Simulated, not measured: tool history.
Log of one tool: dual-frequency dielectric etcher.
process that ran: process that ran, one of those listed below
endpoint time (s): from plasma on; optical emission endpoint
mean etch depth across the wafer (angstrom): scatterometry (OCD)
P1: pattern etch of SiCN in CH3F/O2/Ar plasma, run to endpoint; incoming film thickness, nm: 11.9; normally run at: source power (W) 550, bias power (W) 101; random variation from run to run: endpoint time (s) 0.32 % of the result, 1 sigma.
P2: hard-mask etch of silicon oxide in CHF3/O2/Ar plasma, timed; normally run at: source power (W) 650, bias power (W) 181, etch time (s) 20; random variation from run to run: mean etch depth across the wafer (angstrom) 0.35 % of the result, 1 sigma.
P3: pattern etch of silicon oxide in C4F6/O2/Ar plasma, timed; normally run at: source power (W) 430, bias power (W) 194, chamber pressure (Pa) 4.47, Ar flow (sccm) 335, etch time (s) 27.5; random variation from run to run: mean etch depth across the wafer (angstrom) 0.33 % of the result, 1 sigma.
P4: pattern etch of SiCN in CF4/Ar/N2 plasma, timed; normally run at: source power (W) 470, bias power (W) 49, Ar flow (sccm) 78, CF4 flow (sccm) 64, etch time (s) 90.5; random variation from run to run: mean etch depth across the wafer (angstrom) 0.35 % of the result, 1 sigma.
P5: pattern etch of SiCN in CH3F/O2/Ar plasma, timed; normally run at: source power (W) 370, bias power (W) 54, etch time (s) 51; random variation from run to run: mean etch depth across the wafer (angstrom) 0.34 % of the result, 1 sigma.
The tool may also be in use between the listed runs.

run,hour,process that ran,source power (W),bias power (W),Ar flow (sccm),CF4 flow (sccm),etch time (s),chamber pressure (Pa),hours since the last wet clean,hours since the last source power generator calibration,hours since the last bias power generator calibration,endpoint time (s),mean etch depth across the wafer (angstrom)
1,11.9,P1,550,101,,,,,481.6,2299.2,1984,25.276,
2,17.8,P1,550,142,,,,,487.5,2305.1,1989.9,22.276,
3,25,P4,650,49,78,64,90.5,,494.7,2312.3,1997.1,,962.98
4,38.1,P1,400,68,,,,,507.8,2325.4,2010.2,32.798,
5,47.3,P1,410,101,,,,,517,2334.6,2019.4,28.303,
6,60,P1,550,101,,,,,529.7,2347.3,2032.1,25.359,
7,71.2,P2,650,181,,,20,,540.9,2358.5,2043.3,,402.54
8,82.5,P2,870,181,,,20,,552.2,2369.8,2054.6,,450.59
9,90.5,P4,470,49,78,64,90.5,,560.2,2377.8,2062.6,,719.4
10,104,P3,430,194,335,,27.5,4.47,573.7,2391.3,2076.1,,895.51
11,113.4,P4,470,49,78,64,120,,583.1,2400.7,2085.5,,955.89
12,124.8,P1,760,126,,,,,594.5,2412.1,2096.9,20.652,
13,134.1,P3,430,194,335,,27.5,6.07,603.8,2421.4,2106.2,,866.03
14,144.5,P1,550,101,,,,,614.2,2431.8,2116.6,25.265,
15,155.9,P2,650,181,,,20,,625.6,2443.2,2128,,401.91
16,166.4,P5,470,54,,,51,,636.1,2453.7,2138.5,,186
17,173.6,P4,470,49,93,64,90.5,,643.3,2460.9,2145.7,,704.98
18,179.4,P3,430,194,335,,27.5,4.47,649.1,2466.7,2151.5,,897.86
19,191.3,P5,370,54,,,71,,661,2478.6,2163.4,,236.55
20,200.9,P1,550,101,,,,,670.6,2488.2,2173,25.275,
21,207,P3,430,121,335,,27.5,4.47,676.7,2494.3,2179.1,,773.96
22,218.1,P5,370,31,,,51,,687.8,2505.4,2190.2,,142.61
23,227.2,P1,550,101,,,,,696.9,2514.5,2199.3,25.333,
24,234.1,P3,430,194,269,,27.5,4.47,703.8,2521.4,2206.2,,913.68
25,241.9,P5,370,54,,,51,,711.6,2529.2,2214,,169.84
26,253.6,P1,710,101,,,,,723.3,2540.9,2225.7,23.016,
27,263.4,P1,550,71,,,,,733.1,2550.7,2235.5,28.661,
28,275.1,P3,280,194,335,,27.5,4.47,744.8,2562.4,2247.2,,762.27
29,282,P2,650,181,,,25,,751.7,2569.3,2254.1,,500.59
30,292.4,P1,400,119,,,,,762.1,2579.7,2264.5,26.894,
31,305.2,P4,470,49,78,46,90.5,,774.9,2592.5,2277.3,,680.07
32,316,P4,470,62,78,64,90.5,,785.7,2603.3,2288.1,,776.63
33,323.1,P3,430,194,335,,21.5,4.47,792.8,2610.4,2295.2,,702.24
34,332.7,P1,550,101,,,,,802.4,2620,2304.8,25.289,
35,343.7,P2,650,136,,,20,,813.4,2631,2315.8,,364.63
36,351.8,P1,550,101,,,,,821.5,2639.1,2323.9,25.263,
37,364.4,P1,550,101,,,,,834.1,2651.7,2336.5,25.304,
38,377.7,P1,550,101,,,,,847.4,2665,2349.8,25.536,
39,384.6,P1,550,101,,,,,854.3,2671.9,2356.7,25.476,
40,395.6,P1,550,101,,,,,865.3,2682.9,2367.7,25.74,
# hour 402.3: wet clean of the chamber
41,402.9,P1,550,101,,,,,0.6,2690.2,2375,25.619,
42,415.5,P1,550,101,,,,,13.2,2702.8,2387.6,25.601,
43,428.1,P1,550,101,,,,,25.8,2715.4,2400.2,25.86,
44,441.4,P1,550,101,,,,,39.1,2728.7,2413.5,25.906,
45,449.3,P1,550,101,,,,,47,2736.6,2421.4,25.749,
46,462.1,P1,550,101,,,,,59.8,2749.4,2434.2,25.653,

What P1 gives has crept away from where it was. These 2 causes fit the log equally well, each at the size given:
A: source power that arrives under what is set, % = 4.61
B: bias power that arrives under what is set, % = 4.63
The creep began at about hour 364.4.
Why every other cause is out:
chamber walls in a state that lowers the etch rate, %: serviced at hour 402.3, which brought nothing back

4 check runs are offered, one wafer each, their results left as question marks. Which one tells the causes apart?
check 1,474.9,P2,650,181,,,20,,,,,,?
check 2,474.9,P3,430,194,335,,27.5,4.47,,,,,?
check 3,474.9,P4,470,49,78,64,90.5,,,,,,?
check 4,474.9,P5,370,54,,,51,,,,,,?

What each check would give under each cause:
check,result,if A,if B
check 1,mean etch depth across the wafer (angstrom),394.87,395.77
check 2,mean etch depth across the wafer (angstrom),880.54,883.42
check 3,mean etch depth across the wafer (angstrom),690.33,709.62
check 4,mean etch depth across the wafer (angstrom),166.72,167.11
How far apart the two closest causes lie, in the result that separates them most: check 1 0.23 %; check 2 0.33 %; check 3 2.76 %; check 4 0.24 %
Only check 3 tells the causes apart: in the others they would give nearly the same result.

Then check 3 was run and gave: mean etch depth across the wafer (angstrom) 710.58. Which cause is it?

It is B: bias power that arrives under what is set, %.

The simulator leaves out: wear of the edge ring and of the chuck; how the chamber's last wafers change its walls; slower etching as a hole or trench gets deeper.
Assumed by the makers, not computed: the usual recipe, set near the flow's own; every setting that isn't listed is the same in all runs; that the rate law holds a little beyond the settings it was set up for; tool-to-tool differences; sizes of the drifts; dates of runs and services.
